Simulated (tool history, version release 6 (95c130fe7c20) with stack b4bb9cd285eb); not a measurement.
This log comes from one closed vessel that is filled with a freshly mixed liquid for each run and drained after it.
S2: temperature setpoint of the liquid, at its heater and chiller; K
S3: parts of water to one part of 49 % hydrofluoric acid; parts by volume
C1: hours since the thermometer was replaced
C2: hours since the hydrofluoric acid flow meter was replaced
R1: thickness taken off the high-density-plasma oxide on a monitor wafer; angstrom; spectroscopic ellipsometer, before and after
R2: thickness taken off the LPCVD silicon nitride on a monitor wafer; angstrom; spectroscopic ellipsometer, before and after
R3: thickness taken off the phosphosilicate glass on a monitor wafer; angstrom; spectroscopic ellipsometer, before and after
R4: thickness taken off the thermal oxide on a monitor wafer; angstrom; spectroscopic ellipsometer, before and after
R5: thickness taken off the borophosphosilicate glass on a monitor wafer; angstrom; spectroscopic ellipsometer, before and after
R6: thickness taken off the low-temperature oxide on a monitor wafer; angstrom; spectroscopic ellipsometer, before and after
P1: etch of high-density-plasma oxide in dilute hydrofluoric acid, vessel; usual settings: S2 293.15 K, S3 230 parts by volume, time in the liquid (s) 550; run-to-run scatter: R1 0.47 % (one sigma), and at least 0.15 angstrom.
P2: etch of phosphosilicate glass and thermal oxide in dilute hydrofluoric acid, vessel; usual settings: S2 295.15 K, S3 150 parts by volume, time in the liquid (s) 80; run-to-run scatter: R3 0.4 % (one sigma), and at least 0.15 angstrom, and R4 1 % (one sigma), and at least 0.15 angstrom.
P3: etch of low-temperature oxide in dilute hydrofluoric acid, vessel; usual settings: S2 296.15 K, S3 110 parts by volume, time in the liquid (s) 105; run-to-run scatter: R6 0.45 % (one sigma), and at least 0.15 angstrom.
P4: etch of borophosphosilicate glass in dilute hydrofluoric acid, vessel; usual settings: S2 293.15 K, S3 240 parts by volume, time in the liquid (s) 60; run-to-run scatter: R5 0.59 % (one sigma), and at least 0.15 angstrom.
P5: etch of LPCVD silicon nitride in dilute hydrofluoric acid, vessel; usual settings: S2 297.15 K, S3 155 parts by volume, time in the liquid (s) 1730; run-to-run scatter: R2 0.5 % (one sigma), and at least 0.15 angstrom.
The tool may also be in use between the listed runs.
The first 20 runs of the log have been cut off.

{"run": 21, "day": 7.088, "process that ran": "P1", "S2": 290.15, "S3": 230, "time in the liquid (s)": 550, "C1": 762.6, "C2": 265.9, "R1": 81.5}
{"run": 22, "day": 7.354, "process that ran": "P4", "S2": 293.15, "S3": 240, "time in the liquid (s)": 60, "C1": 769.0, "C2": 272.3, "R5": 47.837}
{"run": 23, "day": 7.8, "process that ran": "P4", "S2": 293.15, "S3": 350, "time in the liquid (s)": 60, "C1": 779.7, "C2": 283.0, "R5": 29.29}
{"run": 24, "day": 8.1, "process that ran": "P1", "S2": 290.15, "S3": 230, "time in the liquid (s)": 165, "C1": 786.9, "C2": 290.2, "R1": 24.365}
{"run": 25, "day": 8.429, "process that ran": "P1", "S2": 293.15, "S3": 230, "time in the liquid (s)": 550, "C1": 794.8, "C2": 298.1, "R1": 92.061}
{"run": 26, "day": 8.742, "process that ran": "P3", "S2": 296.15, "S3": 110, "time in the liquid (s)": 105, "C1": 802.3, "C2": 305.6, "R6": 173.55}
{"run": 27, "day": 9.054, "process that ran": "P3", "S2": 296.15, "S3": 170, "time in the liquid (s)": 105, "C1": 809.8, "C2": 313.1, "R6": 106.23}
{"run": 28, "day": 9.458, "process that ran": "P1", "S2": 293.15, "S3": 370, "time in the liquid (s)": 550, "C1": 819.5, "C2": 322.8, "R1": 50.861}
{"day": 9.558, "done": "thermometer replaced"}
{"run": 29, "day": 9.858, "process that ran": "P3", "S2": 296.15, "S3": 110, "time in the liquid (s)": 105, "C1": 7.2, "C2": 332.4, "R6": 176.28}
{"run": 30, "day": 10.196, "process that ran": "P4", "S2": 293.15, "S3": 240, "time in the liquid (s)": 60, "C1": 15.3, "C2": 340.5, "R5": 47.556}
{"run": 31, "day": 10.592, "process that ran": "P2", "S2": 295.15, "S3": 150, "time in the liquid (s)": 80, "C1": 24.8, "C2": 350.0, "R3": 467.6, "R4": 21.436}
{"run": 32, "day": 10.888, "process that ran": "P5", "S2": 304.65, "S3": 155, "time in the liquid (s)": 1730, "C1": 31.9, "C2": 357.1, "R2": 97.04}
{"run": 33, "day": 11.088, "process that ran": "P5", "S2": 297.15, "S3": 155, "time in the liquid (s)": 1730, "C1": 36.7, "C2": 361.9, "R2": 60.856}

Run 34 comes next. What will it give?
{"run": 34, "day": 11.483, "process that ran": "P1", "S2": 293.15, "S3": 230, "time in the liquid (s)": 550, "C1": 46.2, "C2": 371.4, "R1": "?"}

For run 34 the tool returned R1 91.833 angstrom.

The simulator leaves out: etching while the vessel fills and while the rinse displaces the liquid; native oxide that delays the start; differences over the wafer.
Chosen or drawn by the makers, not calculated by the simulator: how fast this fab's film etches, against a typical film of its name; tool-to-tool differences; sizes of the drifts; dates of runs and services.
